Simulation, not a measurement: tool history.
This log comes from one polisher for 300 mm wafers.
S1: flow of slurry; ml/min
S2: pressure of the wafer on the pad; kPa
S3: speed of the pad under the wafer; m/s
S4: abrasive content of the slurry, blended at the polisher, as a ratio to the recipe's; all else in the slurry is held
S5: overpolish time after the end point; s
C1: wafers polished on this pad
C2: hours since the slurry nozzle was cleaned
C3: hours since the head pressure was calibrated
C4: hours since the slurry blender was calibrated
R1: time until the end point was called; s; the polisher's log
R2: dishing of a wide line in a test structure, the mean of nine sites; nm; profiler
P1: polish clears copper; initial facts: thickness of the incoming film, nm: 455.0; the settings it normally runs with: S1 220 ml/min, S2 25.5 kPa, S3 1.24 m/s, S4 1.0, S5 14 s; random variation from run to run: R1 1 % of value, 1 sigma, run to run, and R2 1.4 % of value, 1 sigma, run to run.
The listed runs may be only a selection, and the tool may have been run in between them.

{"run": 1, "day": 0.579, "S1": 220, "S2": 25.5, "S3": 1.24, "S4": 1.0, "S5": 14, "C1": 321, "C2": 392.8, "C3": 285.3, "C4": 112.5, "R1": 110.43, "R2": 37.376}
{"day": 1.008, "done": "slurry blender recalibrated"}
{"run": 2, "day": 1.179, "S1": 220, "S2": 25.5, "S3": 1.24, "S4": 1.0, "S5": 7, "C1": 481, "C2": 407.2, "C3": 299.7, "C4": 4.2, "R1": 111.64, "R2": 20.467}
{"run": 3, "day": 1.629, "S1": 220, "S2": 25.5, "S3": 0.56, "S4": 1.0, "S5": 14, "C1": 601, "C2": 418.0, "C3": 310.5, "C4": 15.0, "R1": 249.54, "R2": 19.498}
{"run": 4, "day": 2.138, "S1": 220, "S2": 25.5, "S3": 1.24, "S4": 1.0, "S5": 27, "C1": 737, "C2": 430.2, "C3": 322.7, "C4": 27.2, "R1": 111.12, "R2": 63.092}
{"day": 2.258, "done": "slurry nozzle cleaned"}
{"run": 5, "day": 2.608, "S1": 130, "S2": 25.5, "S3": 1.24, "S4": 1.0, "S5": 14, "C1": 863, "C2": 8.5, "C3": 334.0, "C4": 38.5, "R1": 122.69, "R2": 34.8}
{"run": 6, "day": 3.212, "S1": 220, "S2": 18.6, "S3": 1.24, "S4": 1.0, "S5": 14, "C1": 1025, "C2": 23.0, "C3": 348.5, "C4": 53.0, "R1": 152.81, "R2": 28.61}
{"run": 7, "day": 3.671, "S1": 340, "S2": 25.5, "S3": 1.24, "S4": 1.0, "S5": 14, "C1": 1148, "C2": 34.0, "C3": 359.5, "C4": 64.0, "R1": 107.5, "R2": 39.546}
{"run": 8, "day": 4.125, "S1": 280, "S2": 32.4, "S3": 1.24, "S4": 1.0, "S5": 14, "C1": 1269, "C2": 44.9, "C3": 370.4, "C4": 74.9, "R1": 85.97, "R2": 48.913}
{"run": 9, "day": 4.675, "S1": 220, "S2": 25.5, "S3": 1.24, "S4": 1.0, "S5": 14, "C1": 1416, "C2": 58.1, "C3": 383.6, "C4": 88.1, "R1": 112.35, "R2": 37.195}
{"run": 10, "day": 5.362, "S1": 220, "S2": 25.5, "S3": 1.24, "S4": 0.7, "S5": 14, "C1": 1600, "C2": 74.6, "C3": 400.1, "C4": 104.6, "R1": 123.14, "R2": 35.788}
{"run": 11, "day": 5.833, "S1": 220, "S2": 38.6, "S3": 1.24, "S4": 1.0, "S5": 14, "C1": 1726, "C2": 85.9, "C3": 411.4, "C4": 115.9, "R1": 73.519, "R2": 53.68}
{"run": 12, "day": 6.408, "S1": 220, "S2": 25.5, "S3": 1.24, "S4": 1.0, "S5": 14, "C1": 1880, "C2": 99.7, "C3": 425.2, "C4": 129.7, "R1": 110.85, "R2": 36.658}
{"run": 13, "day": 6.996, "S1": 220, "S2": 25.5, "S3": 1.6, "S4": 1.0, "S5": 14, "C1": 2037, "C2": 113.8, "C3": 439.3, "C4": 143.8, "R1": 87.234, "R2": 45.993}
{"run": 14, "day": 7.383, "S1": 220, "S2": 25.5, "S3": 1.24, "S4": 1.0, "S5": 14, "C1": 2141, "C2": 123.1, "C3": 448.6, "C4": 153.1, "R1": 110.45, "R2": 37.486}
{"run": 15, "day": 7.846, "S1": 220, "S2": 25.5, "S3": 1.24, "S4": 1.0, "S5": 14, "C1": 2265, "C2": 134.2, "C3": 459.7, "C4": 164.2, "R1": 109.72, "R2": 38.505}
{"run": 16, "day": 8.504, "S1": 220, "S2": 25.5, "S3": 1.24, "S4": 1.4, "S5": 14, "C1": 2441, "C2": 150.0, "C3": 475.5, "C4": 180.0, "R1": 105.04, "R2": 40.717}

Run 17 is up next; what results do you expect?
{"run": 17, "day": 8.925, "S1": 220, "S2": 25.5, "S3": 1.24, "S4": 1.0, "S5": 14, "C1": 2553, "C2": 160.1, "C3": 485.6, "C4": 190.1, "R1": "?", "R2": "?"}

Run 17 gave R1 112.150 s, R2 38.091 nm.
